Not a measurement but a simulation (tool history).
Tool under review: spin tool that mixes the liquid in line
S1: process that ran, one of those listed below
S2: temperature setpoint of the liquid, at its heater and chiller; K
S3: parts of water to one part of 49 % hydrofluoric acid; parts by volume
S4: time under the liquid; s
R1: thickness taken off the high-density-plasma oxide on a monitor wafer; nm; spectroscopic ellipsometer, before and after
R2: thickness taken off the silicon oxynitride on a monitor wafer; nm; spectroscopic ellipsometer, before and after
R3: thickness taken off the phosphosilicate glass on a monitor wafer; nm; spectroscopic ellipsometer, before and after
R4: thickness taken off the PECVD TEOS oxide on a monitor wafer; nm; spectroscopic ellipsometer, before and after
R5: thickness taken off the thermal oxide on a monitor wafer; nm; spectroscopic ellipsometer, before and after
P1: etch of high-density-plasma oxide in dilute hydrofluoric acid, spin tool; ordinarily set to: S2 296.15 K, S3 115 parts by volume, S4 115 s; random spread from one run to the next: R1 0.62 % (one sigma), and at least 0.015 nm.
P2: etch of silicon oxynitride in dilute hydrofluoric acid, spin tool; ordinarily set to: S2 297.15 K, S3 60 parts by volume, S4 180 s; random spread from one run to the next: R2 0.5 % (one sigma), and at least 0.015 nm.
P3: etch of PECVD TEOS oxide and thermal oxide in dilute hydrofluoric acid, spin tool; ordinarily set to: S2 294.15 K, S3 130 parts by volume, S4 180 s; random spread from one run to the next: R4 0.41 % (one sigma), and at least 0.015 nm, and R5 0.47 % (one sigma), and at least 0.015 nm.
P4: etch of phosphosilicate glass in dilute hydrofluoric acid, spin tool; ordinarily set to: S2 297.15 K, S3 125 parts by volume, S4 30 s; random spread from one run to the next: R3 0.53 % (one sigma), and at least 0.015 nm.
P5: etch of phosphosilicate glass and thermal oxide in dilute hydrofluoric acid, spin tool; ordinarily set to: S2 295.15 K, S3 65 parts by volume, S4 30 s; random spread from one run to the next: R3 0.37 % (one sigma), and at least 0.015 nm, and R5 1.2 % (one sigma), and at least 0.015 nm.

| run | hour | S1 | S2 | S3 | S4 | R1 | R2 | R3 | R4 | R5 |
|---|---|---|---|---|---|---|---|---|---|---|
| 1 | 17.3 | P1 | 296.15 | 115 | 115 | 4.8017 |  |  |  |  |
| 2 | 26.4 | P2 | 297.15 | 60 | 180 |  | 5.8489 |  |  |  |
| 3 | 43.1 | P4 | 297.15 | 125 | 15 |  |  | 22.347 |  |  |
| 4 | 60.2 | P1 | 296.15 | 215 | 115 | 2.3153 |  |  |  |  |
| 5 | 71.6 | P3 | 290.15 | 130 | 180 |  |  |  | 15.4630 | 4.88600 |
| 6 | 84.5 | P3 | 294.15 | 130 | 180 |  |  |  | 18.2090 | 5.77350 |
| 7 | 94.9 | P1 | 291.15 | 115 | 115 | 3.9032 |  |  |  |  |
| 8 | 109.7 | P1 | 296.15 | 45 | 115 | 13.2310 |  |  |  |  |
| 9 | 126.3 | P1 | 296.15 | 115 | 115 | 4.8167 |  |  |  |  |
| 10 | 141.4 | P1 | 296.15 | 115 | 30 | 1.2545 |  |  |  |  |
| 11 | 154.5 | P1 | 296.15 | 115 | 115 | 4.7812 |  |  |  |  |
| 12 | 163.3 | P2 | 297.15 | 60 | 290 |  | 9.3536 |  |  |  |
| 13 | 175.0 | P3 | 294.15 | 130 | 180 |  |  |  | 18.4180 | 5.72330 |
| 14 | 184.0 | P5 | 291.15 | 65 | 30 |  |  | 68.222 |  | 1.79960 |
| 15 | 194.3 | P4 | 297.15 | 125 | 30 |  |  | 44.471 |  |  |
| 16 | 206.5 | P4 | 297.15 | 125 | 30 |  |  | 44.463 |  |  |
| 17 | 221.4 | P3 | 294.15 | 130 | 15 |  |  |  | 1.5306 | 0.47632 |
| 18 | 237.1 | P3 | 294.15 | 25 | 180 |  |  |  | 107.2400 | 33.87000 |
| 19 | 246.1 | P4 | 290.15 | 125 | 30 |  |  | 33.710 |  |  |
| 20 | 255.9 | P5 | 295.15 | 105 | 30 |  |  | 47.424 |  | 1.24060 |
| 21 | 266.5 | P1 | 296.15 | 115 | 115 | 4.8183 |  |  |  |  |
| 22 | 279.7 | P2 | 297.15 | 110 | 180 |  | 3.0628 |  |  |  |
| 23 | 296.4 | P1 | 296.15 | 200 | 210 | 4.6102 |  |  |  |  |
| 24 | 314.3 | P1 | 296.15 | 115 | 115 | 4.7847 |  |  |  |  |
| 25 | 328.7 | P5 | 295.15 | 65 | 15 |  |  | 39.988 |  | 1.05780 |
| 26 | 345.7 | P2 | 291.15 | 60 | 180 |  | 4.3059 |  |  |  |
| 27 | 353.4 | P4 | 297.15 | 225 | 30 |  |  | 22.082 |  |  |
| 28 | 361.3 | P2 | 297.15 | 60 | 180 |  | 5.8112 |  |  |  |
| 29 | 373.5 | P1 | 303.15 | 115 | 115 | 6.2349 |  |  |  |  |
| 30 | 390.4 | P5 | 295.15 | 65 | 30 |  |  | 80.453 |  | 2.10300 |
| 31 | 406.7 | P1 | 296.15 | 115 | 185 | 7.7377 |  |  |  |  |
| 32 | 423.2 | P1 | 296.15 | 115 | 115 | 4.8092 |  |  |  |  |
| 33 | 433.1 | P1 | 296.15 | 115 | 115 | 4.9826 |  |  |  |  |
| 34 | 449.6 | P1 | 296.15 | 115 | 115 | 5.0536 |  |  |  |  |
| 35 | 462.1 | P1 | 296.15 | 115 | 115 | 5.0524 |  |  |  |  |
| 36 | 469.9 | P1 | 296.15 | 115 | 115 | 5.1971 |  |  |  |  |
| 37 | 487.5 | P1 | 296.15 | 115 | 115 | 5.2048 |  |  |  |  |
| 38 | 500.5 | P1 | 296.15 | 115 | 115 | 5.2045 |  |  |  |  |
| 39 | 515.0 | P1 | 296.15 | 115 | 115 | 5.2418 |  |  |  |  |
| 40 | 524.9 | P1 | 296.15 | 115 | 115 | 5.2589 |  |  |  |  |
| 41 | 539.4 | P1 | 296.15 | 115 | 115 | 5.3287 |  |  |  |  |
| 42 | 553.3 | P1 | 296.15 | 115 | 115 | 5.2477 |  |  |  |  |

What P1 gives has crept off from where it sat before. The 2 causes that follow fit the log equally well, each at the size noted:
A: hydrofluoric acid flow above the setpoint (%) = 8.32
B: liquid hotter than its thermometer reads (K) = 2.31
The creep began at about hour 423.2.

Each of the check runs listed below is run on 2 wafers and reports their average, with the results left as question marks. Pick the one under which the possible causes would lead to clearly different results.
| check 1 | 567.2 | P3 | 294.15 | 85 | 15 |  |  |  | ? | ? |
| check 2 | 567.2 | P5 | 295.15 | 95 | 15 |  |  | ? |  | ? |
| check 3 | 567.2 | P4 | 290.15 | 190 | 30 |  |  | ? |  |  |
| check 4 | 567.2 | P2 | 292.15 | 60 | 180 |  | ? |  |  |  |

Outcome of each check run for each possible cause:
| check | result | if A | if B |
|---|---|---|---|
| check 1 | R4 | 2.6726 | 2.6898 |
| check 1 | R5 | 0.84173 | 0.84716 |
| check 2 | R3 | 28.924 | 29.038 |
| check 2 | R5 | 0.75969 | 0.76268 |
| check 3 | R3 | 22.861 | 22.815 |
| check 4 | R2 | 4.9290 | 5.0909 |
Per check, the gap between the least separated pair of causes, taken in the result that splits them most: check 1 0.64 %; check 2 0.39 %; check 3 0.2 %; check 4 3.23 %
The other checks would show nearly matching results whichever cause is true, so check 4 is the only one that separates the causes.

Check 4 was carried out, with these results: R2 4.9177 nm. Which of the listed causes is responsible?

The correct cause is A, namely: hydrofluoric acid flow above the setpoint (%).
